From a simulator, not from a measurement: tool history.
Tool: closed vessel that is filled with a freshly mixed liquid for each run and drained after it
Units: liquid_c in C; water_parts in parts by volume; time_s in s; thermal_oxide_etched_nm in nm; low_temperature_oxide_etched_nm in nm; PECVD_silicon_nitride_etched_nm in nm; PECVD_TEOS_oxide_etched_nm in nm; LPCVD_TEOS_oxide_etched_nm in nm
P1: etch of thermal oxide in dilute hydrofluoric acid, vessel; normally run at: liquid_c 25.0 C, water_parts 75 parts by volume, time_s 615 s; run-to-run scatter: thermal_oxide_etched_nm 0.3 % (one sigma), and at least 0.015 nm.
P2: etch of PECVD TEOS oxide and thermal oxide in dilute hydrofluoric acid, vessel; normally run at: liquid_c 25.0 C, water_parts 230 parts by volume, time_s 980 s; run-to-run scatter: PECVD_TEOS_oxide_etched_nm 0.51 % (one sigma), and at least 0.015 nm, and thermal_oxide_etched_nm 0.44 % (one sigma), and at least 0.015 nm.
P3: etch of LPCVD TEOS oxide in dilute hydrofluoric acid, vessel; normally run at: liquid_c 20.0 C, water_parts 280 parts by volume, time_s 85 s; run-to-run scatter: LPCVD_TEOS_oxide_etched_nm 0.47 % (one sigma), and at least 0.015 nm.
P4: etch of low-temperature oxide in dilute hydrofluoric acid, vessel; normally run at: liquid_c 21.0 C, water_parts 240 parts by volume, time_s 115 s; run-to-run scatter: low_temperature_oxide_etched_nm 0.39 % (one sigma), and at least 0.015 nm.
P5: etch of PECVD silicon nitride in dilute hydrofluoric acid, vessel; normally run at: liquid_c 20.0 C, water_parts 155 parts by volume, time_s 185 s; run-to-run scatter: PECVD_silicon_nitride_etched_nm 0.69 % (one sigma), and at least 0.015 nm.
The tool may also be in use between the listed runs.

| run | hour | process | liquid_c | water_parts | time_s | hours since the thermometer was replaced | hours since the hydrofluoric acid flow meter was replaced | thermal_oxide_etched_nm | low_temperature_oxide_etched_nm | PECVD_silicon_nitride_etched_nm | PECVD_TEOS_oxide_etched_nm | LPCVD_TEOS_oxide_etched_nm |
|---|---|---|---|---|---|---|---|---|---|---|---|---|
| 1 | 9.9 | P1 | 25.0 | 75 | 615 | 1338.3 | 752.9 | 42.5430 |  |  |  |  |
| 2 | 19.3 | P4 | 21.0 | 75 | 115 | 1347.7 | 762.3 |  | 26.1130 |  |  |  |
| 3 | 28.1 | P5 | 20.0 | 155 | 80 | 1356.5 | 771.1 |  |  | 1.7846 |  |  |
| 4 | 40.0 | P2 | 25.0 | 230 | 1965 | 1368.4 | 783.0 | 34.3980 |  |  | 65.355 |  |
| 5 | 49.6 | P1 | 25.0 | 75 | 615 | 1378.0 | 792.6 | 42.5100 |  |  |  |  |
| 6 | 61.9 | P5 | 17.0 | 155 | 185 | 1390.3 | 804.9 |  |  | 3.3346 |  |  |
| 7 | 72.6 | P1 | 25.0 | 75 | 1000 | 1401.0 | 815.6 | 69.3030 |  |  |  |  |
| 8 | 86.1 | P3 | 20.0 | 280 | 85 | 1414.5 | 829.1 |  |  |  |  | 4.4773 |
| 9 | 93.8 | P3 | 20.0 | 280 | 30 | 1422.2 | 836.8 |  |  |  |  | 1.5944 |
| 10 | 101.3 | P2 | 18.5 | 230 | 980 | 1429.7 | 844.3 | 13.5280 |  |  | 25.493 |  |
| 11 | 117.3 | P1 | 25.0 | 20 | 615 | 1445.7 | 860.3 | 171.8800 |  |  |  |  |
| 12 | 131.0 | P1 | 25.0 | 75 | 615 | 1459.4 | 874.0 | 42.6920 |  |  |  |  |
| 13 | 138.6 | P5 | 20.0 | 155 | 185 | 1467.0 | 881.6 |  |  | 4.1099 |  |  |
| 14 | 147.2 | P2 | 25.0 | 230 | 980 | 1475.6 | 890.2 | 17.1360 |  |  | 32.843 |  |
| 15 | 159.6 | P3 | 17.0 | 280 | 85 | 1488.0 | 902.6 |  |  |  |  | 4.0279 |
| 16 | 175.4 | P1 | 19.5 | 75 | 615 | 1503.8 | 918.4 | 34.0480 |  |  |  |  |
| 17 | 191.0 | P4 | 21.0 | 240 | 200 | 1519.4 | 934.0 |  | 11.9660 |  |  |  |
| 18 | 199.5 | P5 | 20.0 | 215 | 185 | 1527.9 | 942.5 |  |  | 3.0234 |  |  |
| 19 | 213.6 | P1 | 30.5 | 75 | 615 | 1542.0 | 956.6 | 52.7260 |  |  |  |  |
| 20 | 221.9 | P4 | 17.0 | 240 | 115 | 1550.3 | 964.9 |  | 5.8980 |  |  |  |
| 21 | 231.2 | P3 | 20.0 | 90 | 85 | 1559.6 | 974.2 |  |  |  |  | 17.0660 |
| 22 | 242.6 | P4 | 21.0 | 240 | 115 | 1571.0 | 985.6 |  | 6.8767 |  |  |  |
| 23 | 258.0 | P2 | 25.0 | 55 | 980 | 1586.4 | 1001.0 | 87.2650 |  |  | 168.390 |  |
| 24 | 272.6 | P3 | 20.0 | 280 | 85 | 1601.0 | 1015.6 |  |  |  |  | 4.5121 |
| 25 | 287.5 | P1 | 25.0 | 75 | 140 | 1615.9 | 1030.5 | 9.7245 |  |  |  |  |
| 26 | 302.8 | P1 | 25.0 | 140 | 615 | 1631.2 | 1045.8 | 20.9520 |  |  |  |  |
| 27 | 312.7 | P1 | 31.0 | 75 | 1010 | 1641.1 | 1055.7 | 88.4570 |  |  |  |  |
| 28 | 322.2 | P1 | 25.0 | 75 | 615 | 1650.6 | 1065.2 | 42.8700 |  |  |  |  |
| 29 | 335.0 | P1 | 25.0 | 115 | 350 | 1663.4 | 1078.0 | 15.0360 |  |  |  |  |
| 30 | 349.9 | P1 | 25.0 | 75 | 615 | 1678.3 | 1092.9 | 42.7490 |  |  |  |  |
| 31 | 357.6 | P1 | 25.0 | 75 | 615 | 1686.0 | 1100.6 | 42.0190 |  |  |  |  |
| 32 | 371.0 | P1 | 25.0 | 75 | 615 | 1699.4 | 1114.0 | 40.9120 |  |  |  |  |
| 33 | 382.6 | P1 | 25.0 | 75 | 615 | 1711.0 | 1125.6 | 40.4590 |  |  |  |  |
| 34 | 395.6 | P1 | 25.0 | 75 | 615 | 1724.0 | 1138.6 | 40.1790 |  |  |  |  |
| 35 | 406.5 | P1 | 25.0 | 75 | 615 | 1734.9 | 1149.5 | 40.0720 |  |  |  |  |
| 36 | 414.8 | P1 | 25.0 | 75 | 615 | 1743.2 | 1157.8 | 40.1780 |  |  |  |  |
| 37 | 428.1 | P1 | 25.0 | 75 | 615 | 1756.5 | 1171.1 | 40.1610 |  |  |  |  |
| 38 | 440.8 | P1 | 25.0 | 75 | 615 | 1769.2 | 1183.8 | 39.7990 |  |  |  |  |
| 39 | 450.9 | P1 | 25.0 | 75 | 615 | 1779.3 | 1193.9 | 40.0290 |  |  |  |  |

What P1 gives has crept away from where it was. These 2 causes fit the log equally well, each at the size given:
A: liquid colder than its thermometer reads (K) = 1.63
B: hydrofluoric acid flow below the setpoint (%) = 5.79
The creep began at about hour 349.9.

4 check runs are offered, each on 2 wafers whose results are averaged, their results left as question marks. Which one tells the causes apart?
| check 1 | 461.0 | P2 | 25.0 | 95 | 980 |  |  | ? |  |  | ? |  |
| check 2 | 461.0 | P3 | 17.0 | 280 | 30 |  |  |  |  |  |  | ? |
| check 3 | 461.0 | P5 | 17.0 | 155 | 185 |  |  |  |  | ? |  |  |
| check 4 | 461.0 | P4 | 17.0 | 85 | 115 |  |  |  | ? |  |  |  |

What each check would give under each cause:
| check | result | if A | if B |
|---|---|---|---|
| check 1 | thermal_oxide_etched_nm | 45.4910 | 45.3850 |
| check 1 | PECVD_TEOS_oxide_etched_nm | 86.626 | 86.425 |
| check 2 | LPCVD_TEOS_oxide_etched_nm | 1.3322 | 1.3174 |
| check 3 | PECVD_silicon_nitride_etched_nm | 2.9998 | 3.1693 |
| check 4 | low_temperature_oxide_etched_nm | 18.0710 | 18.1570 |
How far apart the two closest causes lie, in the result that separates them most: check 1 0.23 %; check 2 1.12 %; check 3 5.49 %; check 4 0.47 %
Check 3 tells the causes apart: in the others they would give nearly the same result.

Check 3 was then run and gave: PECVD_silicon_nitride_etched_nm 2.9816 nm. Which cause is it?

It is A: liquid colder than its thermometer reads (K).
